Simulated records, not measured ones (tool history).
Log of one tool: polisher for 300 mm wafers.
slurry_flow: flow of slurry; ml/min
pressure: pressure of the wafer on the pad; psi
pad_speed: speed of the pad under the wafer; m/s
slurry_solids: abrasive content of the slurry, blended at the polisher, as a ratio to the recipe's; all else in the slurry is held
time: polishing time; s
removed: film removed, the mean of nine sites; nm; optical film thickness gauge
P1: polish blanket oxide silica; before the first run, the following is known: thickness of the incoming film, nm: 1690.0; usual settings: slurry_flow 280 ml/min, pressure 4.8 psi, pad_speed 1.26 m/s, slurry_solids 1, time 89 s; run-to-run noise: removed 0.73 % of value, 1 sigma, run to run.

{"run": 1, "day": 0.167, "slurry_flow": 280, "pressure": 4.8, "pad_speed": 1.26, "slurry_solids": 1, "time": 89, "removed": 316.78}
{"run": 2, "day": 0.354, "slurry_flow": 280, "pressure": 4.8, "pad_speed": 1.26, "slurry_solids": 1, "time": 112, "removed": 391.45}
{"run": 3, "day": 0.558, "slurry_flow": 280, "pressure": 6.9, "pad_speed": 1.26, "slurry_solids": 1, "time": 57, "removed": 289.24}
{"day": 0.75, "done": "slurry nozzle cleaned"}
{"run": 4, "day": 0.75, "slurry_flow": 280, "pressure": 4.8, "pad_speed": 1.26, "slurry_solids": 1, "time": 53, "removed": 186.76}
{"run": 5, "day": 0.962, "slurry_flow": 280, "pressure": 4.8, "pad_speed": 0.7, "slurry_solids": 1, "time": 89, "removed": 195.78}
{"run": 6, "day": 1.133, "slurry_flow": 280, "pressure": 4.8, "pad_speed": 1.26, "slurry_solids": 1, "time": 89, "removed": 312.58}
{"run": 7, "day": 1.275, "slurry_flow": 280, "pressure": 4.8, "pad_speed": 1.78, "slurry_solids": 1, "time": 89, "removed": 418.49}
{"run": 8, "day": 1.446, "slurry_flow": 280, "pressure": 6.5, "pad_speed": 1.26, "slurry_solids": 1, "time": 89, "removed": 431.24}
{"run": 9, "day": 1.662, "slurry_flow": 280, "pressure": 4.8, "pad_speed": 1.26, "slurry_solids": 1.45, "time": 89, "removed": 361}
{"run": 10, "day": 1.771, "slurry_flow": 440, "pressure": 4.8, "pad_speed": 1.26, "slurry_solids": 1, "time": 89, "removed": 325.57}
{"run": 11, "day": 1.962, "slurry_flow": 280, "pressure": 4.8, "pad_speed": 1.26, "slurry_solids": 0.55, "time": 89, "removed": 228.75}
{"run": 12, "day": 2.158, "slurry_flow": 280, "pressure": 4.8, "pad_speed": 1.26, "slurry_solids": 1, "time": 89, "removed": 316.28}
{"run": 13, "day": 2.362, "slurry_flow": 170, "pressure": 4.8, "pad_speed": 1.26, "slurry_solids": 1, "time": 89, "removed": 294.63}
{"run": 14, "day": 2.512, "slurry_flow": 280, "pressure": 4.8, "pad_speed": 1.26, "slurry_solids": 1, "time": 89, "removed": 311.11}
{"run": 15, "day": 2.633, "slurry_flow": 280, "pressure": 2.3, "pad_speed": 1.26, "slurry_solids": 1, "time": 89, "removed": 151.41}
{"run": 16, "day": 2.829, "slurry_flow": 280, "pressure": 4.8, "pad_speed": 1.26, "slurry_solids": 1, "time": 89, "removed": 311.99}
{"run": 17, "day": 2.925, "slurry_flow": 280, "pressure": 4.8, "pad_speed": 1.26, "slurry_solids": 1, "time": 89, "removed": 302.88}
{"run": 18, "day": 3.142, "slurry_flow": 280, "pressure": 4.8, "pad_speed": 1.26, "slurry_solids": 1, "time": 89, "removed": 290.74}
{"run": 19, "day": 3.279, "slurry_flow": 280, "pressure": 4.8, "pad_speed": 1.26, "slurry_solids": 1, "time": 89, "removed": 291.07}
{"run": 20, "day": 3.454, "slurry_flow": 280, "pressure": 4.8, "pad_speed": 1.26, "slurry_solids": 1, "time": 89, "removed": 281.72}
{"day": 3.483, "done": "head pressure recalibrated"}
{"run": 21, "day": 3.638, "slurry_flow": 280, "pressure": 4.8, "pad_speed": 1.26, "slurry_solids": 1, "time": 89, "removed": 277.19}
{"run": 22, "day": 3.8, "slurry_flow": 280, "pressure": 4.8, "pad_speed": 1.26, "slurry_solids": 1, "time": 89, "removed": 274.66}
{"day": 3.85, "done": "conditioning disc replaced and pad reconditioned"}
{"run": 23, "day": 3.983, "slurry_flow": 280, "pressure": 4.8, "pad_speed": 1.26, "slurry_solids": 1, "time": 89, "removed": 271.19}

Forecast run 24:
{"run": 24, "day": 4.125, "slurry_flow": 280, "pressure": 4.8, "pad_speed": 1.26, "slurry_solids": 1, "time": 89, "removed": "?"}

{"run 24": {"removed": 277.01}}
